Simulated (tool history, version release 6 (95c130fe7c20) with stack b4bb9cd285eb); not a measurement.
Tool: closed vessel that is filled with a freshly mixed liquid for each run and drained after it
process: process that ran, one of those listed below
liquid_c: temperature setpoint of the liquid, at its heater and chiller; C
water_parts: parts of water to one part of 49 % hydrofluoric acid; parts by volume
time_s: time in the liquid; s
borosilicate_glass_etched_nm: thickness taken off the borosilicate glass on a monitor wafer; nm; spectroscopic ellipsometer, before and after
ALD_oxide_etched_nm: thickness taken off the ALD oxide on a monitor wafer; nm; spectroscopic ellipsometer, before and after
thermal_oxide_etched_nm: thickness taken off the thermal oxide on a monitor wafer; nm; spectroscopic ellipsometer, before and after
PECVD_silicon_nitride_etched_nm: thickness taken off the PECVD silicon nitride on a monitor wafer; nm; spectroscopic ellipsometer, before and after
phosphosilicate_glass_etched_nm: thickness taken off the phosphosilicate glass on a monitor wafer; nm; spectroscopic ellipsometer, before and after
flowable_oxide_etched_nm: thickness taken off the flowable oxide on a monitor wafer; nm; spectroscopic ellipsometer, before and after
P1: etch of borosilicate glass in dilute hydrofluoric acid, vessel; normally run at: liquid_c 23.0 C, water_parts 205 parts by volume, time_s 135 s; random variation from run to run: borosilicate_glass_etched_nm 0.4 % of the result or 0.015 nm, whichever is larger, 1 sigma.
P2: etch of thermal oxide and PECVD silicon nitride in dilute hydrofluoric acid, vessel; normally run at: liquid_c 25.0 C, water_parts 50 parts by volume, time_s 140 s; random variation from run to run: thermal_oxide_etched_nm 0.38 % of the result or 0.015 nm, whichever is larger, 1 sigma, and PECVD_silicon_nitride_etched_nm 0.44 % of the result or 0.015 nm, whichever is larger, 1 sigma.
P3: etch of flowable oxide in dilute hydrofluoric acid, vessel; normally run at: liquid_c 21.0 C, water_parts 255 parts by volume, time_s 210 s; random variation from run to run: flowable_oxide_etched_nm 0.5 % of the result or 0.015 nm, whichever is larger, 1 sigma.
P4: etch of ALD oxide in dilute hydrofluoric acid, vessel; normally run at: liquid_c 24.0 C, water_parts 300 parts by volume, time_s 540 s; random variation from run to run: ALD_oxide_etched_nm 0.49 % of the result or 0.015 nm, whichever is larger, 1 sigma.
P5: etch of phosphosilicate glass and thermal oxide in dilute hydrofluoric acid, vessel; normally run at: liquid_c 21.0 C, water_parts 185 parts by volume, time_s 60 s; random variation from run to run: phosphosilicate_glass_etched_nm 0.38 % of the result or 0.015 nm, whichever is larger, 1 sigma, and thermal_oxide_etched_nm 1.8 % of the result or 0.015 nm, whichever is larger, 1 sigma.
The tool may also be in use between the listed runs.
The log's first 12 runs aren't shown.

| run | day | process | liquid_c | water_parts | time_s | borosilicate_glass_etched_nm | ALD_oxide_etched_nm | thermal_oxide_etched_nm | PECVD_silicon_nitride_etched_nm | phosphosilicate_glass_etched_nm | flowable_oxide_etched_nm |
|---|---|---|---|---|---|---|---|---|---|---|---|
| 13 | 2.333 | P2 | 19.0 | 50 | 140 |  |  | 11.2080 | 3.7841 |  |  |
| 14 | 2.504 | P1 | 23.0 | 55 | 135 | 43.0130 |  |  |  |  |  |
| 15 | 2.746 | P2 | 25.0 | 50 | 140 |  |  | 14.3360 | 5.7378 |  |  |
| 16 | 2.871 | P1 | 23.0 | 205 | 135 | 9.7275 |  |  |  |  |  |
| 17 | 2.992 | P1 | 31.0 | 205 | 135 | 12.8660 |  |  |  |  |  |
| 18 | 3.150 | P5 | 17.0 | 185 | 60 |  |  | 1.0565 |  | 44.969 |  |
| 19 | 3.279 | P5 | 21.0 | 90 | 60 |  |  | 2.8251 |  | 119.890 |  |
| 20 | 3.512 | P3 | 27.5 | 255 | 210 |  |  |  |  |  | 54.006 |
| 21 | 3.712 | P1 | 31.0 | 355 | 135 | 6.2620 |  |  |  |  |  |
| 22 | 3.929 | P4 | 24.0 | 510 | 540 |  | 14.170 |  |  |  |  |
| 23 | 4.129 | P2 | 25.0 | 80 | 140 |  |  | 8.6129 | 3.5964 |  |  |
| 24 | 4.283 | P5 | 21.0 | 185 | 110 |  |  | 2.2607 |  | 96.619 |  |
| 25 | 4.471 | P1 | 23.0 | 205 | 135 | 9.7185 |  |  |  |  |  |
| 26 | 4.642 | P3 | 21.0 | 255 | 210 |  |  |  |  |  | 42.088 |
| 27 | 4.892 | P1 | 23.0 | 205 | 220 | 15.9130 |  |  |  |  |  |
| 28 | 5.079 | P1 | 23.0 | 205 | 135 | 9.7279 |  |  |  |  |  |
| 29 | 5.325 | P3 | 21.0 | 255 | 380 |  |  |  |  |  | 76.535 |
| 30 | 5.529 | P3 | 21.0 | 470 | 210 |  |  |  |  |  | 19.048 |
| 31 | 5.758 | P1 | 29.0 | 115 | 135 | 24.0250 |  |  |  |  |  |
| 32 | 5.988 | P1 | 23.0 | 205 | 135 | 9.6417 |  |  |  |  |  |
| 33 | 6.133 | P1 | 23.0 | 205 | 135 | 9.7137 |  |  |  |  |  |

The next listed run, before its measurement:
| 34 | 6.262 | P1 | 23.0 | 205 | 135 | ? |  |  |  |  |  |

{"run 34": {"borosilicate_glass_etched_nm": 9.7386}}

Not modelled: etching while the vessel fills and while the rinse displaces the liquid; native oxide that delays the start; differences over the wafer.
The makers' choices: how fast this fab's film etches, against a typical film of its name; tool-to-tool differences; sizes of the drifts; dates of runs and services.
